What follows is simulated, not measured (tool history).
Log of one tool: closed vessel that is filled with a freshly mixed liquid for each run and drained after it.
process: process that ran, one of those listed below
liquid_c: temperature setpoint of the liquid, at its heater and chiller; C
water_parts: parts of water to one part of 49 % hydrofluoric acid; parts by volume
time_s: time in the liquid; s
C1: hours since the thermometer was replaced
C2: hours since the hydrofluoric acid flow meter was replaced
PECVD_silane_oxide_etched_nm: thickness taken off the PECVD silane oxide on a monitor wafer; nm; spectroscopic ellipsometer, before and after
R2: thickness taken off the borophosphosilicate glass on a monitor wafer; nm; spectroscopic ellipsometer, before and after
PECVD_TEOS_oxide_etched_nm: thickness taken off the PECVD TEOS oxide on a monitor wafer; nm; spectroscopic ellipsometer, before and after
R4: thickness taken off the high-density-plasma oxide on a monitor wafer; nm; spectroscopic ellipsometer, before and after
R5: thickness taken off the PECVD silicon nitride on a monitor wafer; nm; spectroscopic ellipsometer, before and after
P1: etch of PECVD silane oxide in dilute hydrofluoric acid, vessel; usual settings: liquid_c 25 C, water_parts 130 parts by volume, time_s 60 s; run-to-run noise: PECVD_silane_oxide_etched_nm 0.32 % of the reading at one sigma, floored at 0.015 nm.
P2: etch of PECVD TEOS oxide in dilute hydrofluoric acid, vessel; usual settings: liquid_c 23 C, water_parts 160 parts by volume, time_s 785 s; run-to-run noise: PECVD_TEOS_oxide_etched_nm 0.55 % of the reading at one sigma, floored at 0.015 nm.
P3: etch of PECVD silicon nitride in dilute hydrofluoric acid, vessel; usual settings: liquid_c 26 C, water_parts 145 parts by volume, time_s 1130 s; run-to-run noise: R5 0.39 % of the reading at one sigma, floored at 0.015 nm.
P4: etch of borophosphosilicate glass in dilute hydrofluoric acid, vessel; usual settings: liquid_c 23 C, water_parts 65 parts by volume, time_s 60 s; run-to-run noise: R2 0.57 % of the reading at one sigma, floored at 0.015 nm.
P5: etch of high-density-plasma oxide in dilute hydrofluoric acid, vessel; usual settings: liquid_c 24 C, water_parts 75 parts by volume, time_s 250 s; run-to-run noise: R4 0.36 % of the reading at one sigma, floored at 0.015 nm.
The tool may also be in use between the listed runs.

run 1 hour=10.4 | process=P1 liquid_c=25 water_parts=130 time_s=60 | C1=680.3 C2=113.2 | PECVD_silane_oxide_etched_nm=20.558
run 2 hour=23.3 | process=P4 liquid_c=31 water_parts=65 time_s=60 | C1=693.2 C2=126.1 | R2=66.185
run 3 hour=29.1 | process=P1 liquid_c=25 water_parts=130 time_s=60 | C1=699 C2=131.9 | PECVD_silane_oxide_etched_nm=20.48
run 4 hour=39.4 | process=P2 liquid_c=18.5 water_parts=160 time_s=785 | C1=709.3 C2=142.2 | PECVD_TEOS_oxide_etched_nm=48.684
run 5 hour=50.2 | process=P5 liquid_c=24 water_parts=75 time_s=250 | C1=720.1 C2=153 | R4=17.858
run 6 hour=58 | process=P3 liquid_c=26 water_parts=145 time_s=2015 | C1=727.9 C2=160.8 | R5=34.011
run 7 hour=67.6 | process=P1 liquid_c=25 water_parts=130 time_s=100 | C1=737.5 C2=170.4 | PECVD_silane_oxide_etched_nm=34.145
run 8 hour=79.8 | process=P1 liquid_c=29 water_parts=130 time_s=100 | C1=749.7 C2=182.6 | PECVD_silane_oxide_etched_nm=39.657
run 9 hour=88.6 | process=P1 liquid_c=25 water_parts=85 time_s=60 | C1=758.5 C2=191.4 | PECVD_silane_oxide_etched_nm=33.267
run 10 hour=97.4 | process=P4 liquid_c=23 water_parts=25 time_s=60 | C1=767.3 C2=200.2 | R2=131.22
run 11 hour=103.3 | process=P5 liquid_c=24 water_parts=40 time_s=250 | C1=773.2 C2=206.1 | R4=35.025
run 12 hour=115.3 | process=P1 liquid_c=25 water_parts=130 time_s=60 | C1=785.2 C2=218.1 | PECVD_silane_oxide_etched_nm=20.469
run 13 hour=124.5 | process=P1 liquid_c=25 water_parts=130 time_s=30 | C1=794.4 C2=227.3 | PECVD_silane_oxide_etched_nm=10.269
run 14 hour=136.7 | process=P1 liquid_c=18 water_parts=130 time_s=60 | C1=806.6 C2=239.5 | PECVD_silane_oxide_etched_nm=15.558
run 15 hour=143.8 | process=P3 liquid_c=26 water_parts=55 time_s=1130 | C1=813.7 C2=246.6 | R5=49.863
run 16 hour=151.6 | process=P4 liquid_c=23 water_parts=65 time_s=60 | C1=821.5 C2=254.4 | R2=48.196
run 17 hour=160 | process=P1 liquid_c=25 water_parts=130 time_s=60 | C1=829.9 C2=262.8 | PECVD_silane_oxide_etched_nm=20.464
run 18 hour=171.6 | process=P3 liquid_c=26 water_parts=145 time_s=1130 | C1=841.5 C2=274.4 | R5=18.992
run 19 hour=178.1 | process=P1 liquid_c=31.5 water_parts=130 time_s=60 | C1=848 C2=280.9 | PECVD_silane_oxide_etched_nm=25.977
run 20 hour=190.1 | process=P2 liquid_c=23 water_parts=160 time_s=785 | C1=860 C2=292.9 | PECVD_TEOS_oxide_etched_nm=58.616
run 21 hour=202.2 | process=P1 liquid_c=20.5 water_parts=130 time_s=30 | C1=872.1 C2=305 | PECVD_silane_oxide_etched_nm=8.515
run 22 hour=211.2 | process=P3 liquid_c=32.5 water_parts=145 time_s=1130 | C1=881.1 C2=314 | R5=28.523
run 23 hour=222.2 | process=P4 liquid_c=23 water_parts=65 time_s=30 | C1=892.1 C2=325 | R2=24.218
run 24 hour=232.6 | process=P4 liquid_c=23 water_parts=65 time_s=60 | C1=902.5 C2=335.4 | R2=47.59
run 25 hour=244.5 | process=P2 liquid_c=23 water_parts=255 time_s=785 | C1=914.4 C2=347.3 | PECVD_TEOS_oxide_etched_nm=33.122
run 26 hour=256.5 | process=P1 liquid_c=20 water_parts=55 time_s=60 | C1=926.4 C2=359.3 | PECVD_silane_oxide_etched_nm=43.46
-- hour=261.3 thermometer replaced
run 27 hour=262.2 | process=P2 liquid_c=23 water_parts=160 time_s=405 | C1=0.9 C2=365 | PECVD_TEOS_oxide_etched_nm=29.703
run 28 hour=268.9 | process=P5 liquid_c=31 water_parts=75 time_s=250 | C1=7.6 C2=371.7 | R4=23.546
run 29 hour=275.7 | process=P5 liquid_c=24 water_parts=75 time_s=120 | C1=14.4 C2=378.5 | R4=8.6394
run 30 hour=285.2 | process=P1 liquid_c=25 water_parts=130 time_s=60 | C1=23.9 C2=388 | PECVD_silane_oxide_etched_nm=20.512
run 31 hour=292.9 | process=P1 liquid_c=25 water_parts=235 time_s=60 | C1=31.6 C2=395.7 | PECVD_silane_oxide_etched_nm=10.087
run 32 hour=302.5 | process=P1 liquid_c=25 water_parts=130 time_s=60 | C1=41.2 C2=405.3 | PECVD_silane_oxide_etched_nm=20.448
run 33 hour=308.4 | process=P1 liquid_c=25 water_parts=130 time_s=60 | C1=47.1 C2=411.2 | PECVD_silane_oxide_etched_nm=21.11
run 34 hour=321.5 | process=P1 liquid_c=25 water_parts=130 time_s=60 | C1=60.2 C2=424.3 | PECVD_silane_oxide_etched_nm=21.636
run 35 hour=330.2 | process=P1 liquid_c=25 water_parts=130 time_s=60 | C1=68.9 C2=433 | PECVD_silane_oxide_etched_nm=21.822
run 36 hour=343.2 | process=P1 liquid_c=25 water_parts=130 time_s=60 | C1=81.9 C2=446 | PECVD_silane_oxide_etched_nm=22.11
run 37 hour=349.4 | process=P1 liquid_c=25 water_parts=130 time_s=60 | C1=88.1 C2=452.2 | PECVD_silane_oxide_etched_nm=22.028
run 38 hour=357.4 | process=P1 liquid_c=25 water_parts=130 time_s=60 | C1=96.1 C2=460.2 | PECVD_silane_oxide_etched_nm=22.063
run 39 hour=367.3 | process=P1 liquid_c=25 water_parts=130 time_s=60 | C1=106 C2=470.1 | PECVD_silane_oxide_etched_nm=22.317
run 40 hour=376.5 | process=P1 liquid_c=25 water_parts=130 time_s=60 | C1=115.2 C2=479.3 | PECVD_silane_oxide_etched_nm=22.147

P1 no longer gives what it gave before; its output has crept away from where it was. The following 2 causes, each at its listed size, fit the log equally well:
A: liquid hotter than its thermometer reads (K) = 2.07
B: hydrofluoric acid flow above the setpoint (%) = 7.06
The drift started at roughly hour 302.5.

Consider the 4 single-wafer check runs listed below, results given as question marks: which one distinguishes between the causes by giving clearly different results for each?
run check 1 hour=385.7 | process=P2 liquid_c=23 water_parts=160 time_s=785 | PECVD_TEOS_oxide_etched_nm=?
run check 2 hour=385.7 | process=P3 liquid_c=26 water_parts=145 time_s=1130 | R5=?
run check 3 hour=385.7 | process=P4 liquid_c=23 water_parts=65 time_s=60 | R2=?
run check 4 hour=385.7 | process=P5 liquid_c=24 water_parts=75 time_s=250 | R4=?

How each check would come out, cause by cause:
check=check_1 result=PECVD_TEOS_oxide_etched_nm if_A=62.814 if_B=62.9
check=check_2 result=R5 if_A=21.733 if_B=20.42
check=check_3 result=R2 if_A=52.336 if_B=51.793
check=check_4 result=R4 if_A=19.478 if_B=19.319
Minimum pairwise separation of causes per check, each pair taken at its best-separating result: check 1 0.14 %; check 2 6.23 %; check 3 1.04 %; check 4 0.82 %
Check 2 is the one run that separates the causes; every other check would come out nearly the same whichever cause is at work.

Check 2 was carried out, with these results: R5 20.373 nm. Which of the listed causes is responsible?

B is the cause: hydrofluoric acid flow above the setpoint (%).

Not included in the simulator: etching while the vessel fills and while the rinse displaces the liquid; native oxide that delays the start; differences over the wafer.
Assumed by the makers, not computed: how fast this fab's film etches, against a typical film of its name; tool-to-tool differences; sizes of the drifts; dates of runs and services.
